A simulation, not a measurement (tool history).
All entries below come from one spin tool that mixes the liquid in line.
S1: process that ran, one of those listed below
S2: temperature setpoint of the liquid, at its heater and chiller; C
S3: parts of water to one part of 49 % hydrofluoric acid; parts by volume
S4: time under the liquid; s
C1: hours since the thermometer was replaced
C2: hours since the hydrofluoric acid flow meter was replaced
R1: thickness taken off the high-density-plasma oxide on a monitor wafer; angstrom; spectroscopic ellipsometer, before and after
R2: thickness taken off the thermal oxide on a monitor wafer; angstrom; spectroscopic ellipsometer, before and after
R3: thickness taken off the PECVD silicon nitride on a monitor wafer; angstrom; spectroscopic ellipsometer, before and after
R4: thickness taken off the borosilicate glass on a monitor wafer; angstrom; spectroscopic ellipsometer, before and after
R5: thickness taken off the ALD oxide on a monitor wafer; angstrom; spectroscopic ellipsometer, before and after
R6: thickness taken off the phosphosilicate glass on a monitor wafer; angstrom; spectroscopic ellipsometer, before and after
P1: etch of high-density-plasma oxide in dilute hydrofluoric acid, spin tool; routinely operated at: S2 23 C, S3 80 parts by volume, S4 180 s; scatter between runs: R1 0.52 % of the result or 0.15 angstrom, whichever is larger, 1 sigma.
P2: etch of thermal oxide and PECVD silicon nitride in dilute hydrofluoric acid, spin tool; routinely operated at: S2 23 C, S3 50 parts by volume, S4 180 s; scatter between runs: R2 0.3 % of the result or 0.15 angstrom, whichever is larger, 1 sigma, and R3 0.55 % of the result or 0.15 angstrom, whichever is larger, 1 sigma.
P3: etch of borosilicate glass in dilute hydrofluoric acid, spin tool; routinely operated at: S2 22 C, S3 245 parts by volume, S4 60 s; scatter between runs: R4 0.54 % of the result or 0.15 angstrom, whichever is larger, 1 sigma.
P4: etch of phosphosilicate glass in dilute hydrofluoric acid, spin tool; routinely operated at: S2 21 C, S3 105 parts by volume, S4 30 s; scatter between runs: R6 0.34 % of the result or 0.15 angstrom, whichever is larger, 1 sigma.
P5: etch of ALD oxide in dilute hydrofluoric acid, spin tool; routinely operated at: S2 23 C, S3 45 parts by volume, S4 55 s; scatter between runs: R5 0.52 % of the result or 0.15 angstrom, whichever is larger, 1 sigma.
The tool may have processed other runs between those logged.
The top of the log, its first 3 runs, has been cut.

run 4 hour=30.9 | S1=P1 S2=17 S3=80 S4=180 | C1=356.1 C2=813.4 | R1=87.14
run 5 hour=37 | S1=P5 S2=23 S3=65 S4=55 | C1=362.2 C2=819.5 | R5=207.7
run 6 hour=44 | S1=P1 S2=23 S3=80 S4=330 | C1=369.2 C2=826.5 | R1=206.1
run 7 hour=53.1 | S1=P2 S2=23 S3=30 S4=180 | C1=378.3 C2=835.6 | R2=294.01 R3=193.53
run 8 hour=62.5 | S1=P1 S2=23 S3=110 S4=180 | C1=387.7 C2=845 | R1=78.337
run 9 hour=70 | S1=P4 S2=21 S3=105 S4=15 | C1=395.2 C2=852.5 | R6=136.54
run 10 hour=78.1 | S1=P4 S2=21 S3=45 S4=30 | C1=403.3 C2=860.6 | R6=683.54
run 11 hour=84.5 | S1=P3 S2=22 S3=375 S4=60 | C1=409.7 C2=867 | R4=38.534
run 12 hour=93.4 | S1=P4 S2=17 S3=105 S4=30 | C1=418.6 C2=875.9 | R6=231.78
run 13 hour=98 | S1=P1 S2=17.5 S3=80 S4=320 | C1=423.2 C2=880.5 | R1=158.17
run 14 hour=106.9 | S1=P1 S2=23 S3=80 S4=55 | C1=432.1 C2=889.4 | R1=34.581
run 15 hour=116.1 | S1=P1 S2=23 S3=80 S4=180 | C1=441.3 C2=898.6 | R1=112.58
run 16 hour=125 | S1=P5 S2=18.5 S3=45 S4=55 | C1=450.2 C2=907.5 | R5=253.73
run 17 hour=134 | S1=P4 S2=21 S3=105 S4=30 | C1=459.2 C2=916.5 | R6=274.14
run 18 hour=138.3 | S1=P3 S2=28.5 S3=245 S4=60 | C1=463.5 C2=920.8 | R4=84.155
run 19 hour=144.6 | S1=P1 S2=23 S3=80 S4=180 | C1=469.8 C2=927.1 | R1=112.65
run 20 hour=153.5 | S1=P1 S2=23 S3=80 S4=180 | C1=478.7 C2=936 | R1=110.85
run 21 hour=162 | S1=P3 S2=22 S3=245 S4=95 | C1=487.2 C2=944.5 | R4=105.62
run 22 hour=166.2 | S1=P1 S2=23 S3=80 S4=180 | C1=491.4 C2=948.7 | R1=112.06
run 23 hour=174.3 | S1=P5 S2=23 S3=45 S4=55 | C1=499.5 C2=956.8 | R5=306.76
run 24 hour=178.5 | S1=P2 S2=23 S3=50 S4=15 | C1=503.7 C2=961 | R2=14.505 R3=9.5455
run 25 hour=184.3 | S1=P5 S2=23 S3=45 S4=90 | C1=509.5 C2=966.8 | R5=500.04

What will run 26 give?
run 26 hour=189 | S1=P1 S2=31 S3=80 S4=180 | C1=514.2 C2=971.5 | R1=?

{"run 26": {"R1": 152.18}}

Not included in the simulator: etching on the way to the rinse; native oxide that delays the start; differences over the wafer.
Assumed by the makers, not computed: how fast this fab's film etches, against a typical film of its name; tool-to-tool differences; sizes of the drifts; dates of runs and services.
